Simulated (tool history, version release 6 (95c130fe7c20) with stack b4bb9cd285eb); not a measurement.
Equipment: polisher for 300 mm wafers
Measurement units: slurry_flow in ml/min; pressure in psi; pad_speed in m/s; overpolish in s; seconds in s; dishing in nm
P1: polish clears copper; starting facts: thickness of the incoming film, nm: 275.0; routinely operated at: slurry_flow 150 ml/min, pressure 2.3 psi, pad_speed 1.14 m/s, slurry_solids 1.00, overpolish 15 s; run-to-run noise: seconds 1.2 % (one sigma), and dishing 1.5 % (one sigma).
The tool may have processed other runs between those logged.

| run | hour | slurry_flow | pressure | pad_speed | slurry_solids | overpolish | wafers polished on this pad | hours since the slurry nozzle was cleaned | hours since the head pressure was calibrated | hours since the slurry blender was calibrated | seconds | dishing |
|---|---|---|---|---|---|---|---|---|---|---|---|---|
| 1 | 12.6 | 150 | 2.3 | 1.14 | 1.00 | 15 | 454 | 278.6 | 389.0 | 93.1 | 87.430 | 33.3190 |
| 2 | 25.8 | 150 | 3.1 | 1.14 | 1.00 | 15 | 592 | 291.8 | 402.2 | 106.3 | 64.467 | 43.5190 |
| 3 | 34.0 | 225 | 2.3 | 1.14 | 1.00 | 15 | 678 | 300.0 | 410.4 | 114.5 | 82.524 | 35.7390 |
| 4 | 45.1 | 150 | 2.3 | 1.14 | 1.00 | 4 | 795 | 311.1 | 421.5 | 125.6 | 86.277 | 9.8625 |
|  | 46.6 | slurry blender recalibrated |
| 5 | 55.6 | 150 | 2.3 | 1.14 | 1.00 | 15 | 905 | 321.6 | 432.0 | 9.1 | 88.943 | 32.1250 |
| 6 | 62.3 | 150 | 2.3 | 1.14 | 1.00 | 15 | 976 | 328.3 | 438.7 | 15.8 | 87.366 | 34.1050 |
| 7 | 71.1 | 150 | 2.3 | 1.72 | 1.00 | 15 | 1068 | 337.1 | 447.5 | 24.6 | 58.324 | 48.7600 |
| 8 | 82.0 | 95 | 2.3 | 1.14 | 1.00 | 15 | 1183 | 348.0 | 458.4 | 35.5 | 98.496 | 30.3500 |
| 9 | 89.3 | 150 | 2.3 | 1.62 | 0.65 | 15 | 1259 | 355.3 | 465.7 | 42.8 | 67.909 | 42.3660 |
| 10 | 97.0 | 150 | 2.3 | 0.52 | 1.00 | 15 | 1340 | 363.0 | 473.4 | 50.5 | 193.740 | 16.0920 |
| 11 | 104.0 | 150 | 2.3 | 1.14 | 1.50 | 15 | 1414 | 370.0 | 480.4 | 57.5 | 80.280 | 36.0440 |
| 12 | 117.5 | 150 | 2.3 | 1.14 | 0.65 | 15 | 1556 | 383.5 | 493.9 | 71.0 | 96.368 | 30.7940 |
| 13 | 128.1 | 150 | 2.3 | 1.14 | 1.00 | 15 | 1667 | 394.1 | 504.5 | 81.6 | 87.714 | 32.9900 |
| 14 | 137.0 | 150 | 1.2 | 1.14 | 1.00 | 15 | 1761 | 403.0 | 513.4 | 90.5 | 169.370 | 17.9870 |
| 15 | 150.8 | 150 | 2.3 | 1.14 | 1.00 | 15 | 1906 | 416.8 | 527.2 | 104.3 | 88.059 | 34.0620 |
| 16 | 161.5 | 150 | 2.3 | 1.14 | 1.00 | 28 | 2018 | 427.5 | 537.9 | 115.0 | 90.534 | 55.8600 |
| 17 | 175.0 | 150 | 2.3 | 1.14 | 1.00 | 15 | 2160 | 441.0 | 551.4 | 128.5 | 89.698 | 34.3710 |

Predict the results of run 18:
| 18 | 187.1 | 150 | 2.3 | 1.14 | 1.00 | 15 | 2287 | 453.1 | 563.5 | 140.6 | ? | ? |

seconds: 91.710 s
dishing: 32.8340 nm

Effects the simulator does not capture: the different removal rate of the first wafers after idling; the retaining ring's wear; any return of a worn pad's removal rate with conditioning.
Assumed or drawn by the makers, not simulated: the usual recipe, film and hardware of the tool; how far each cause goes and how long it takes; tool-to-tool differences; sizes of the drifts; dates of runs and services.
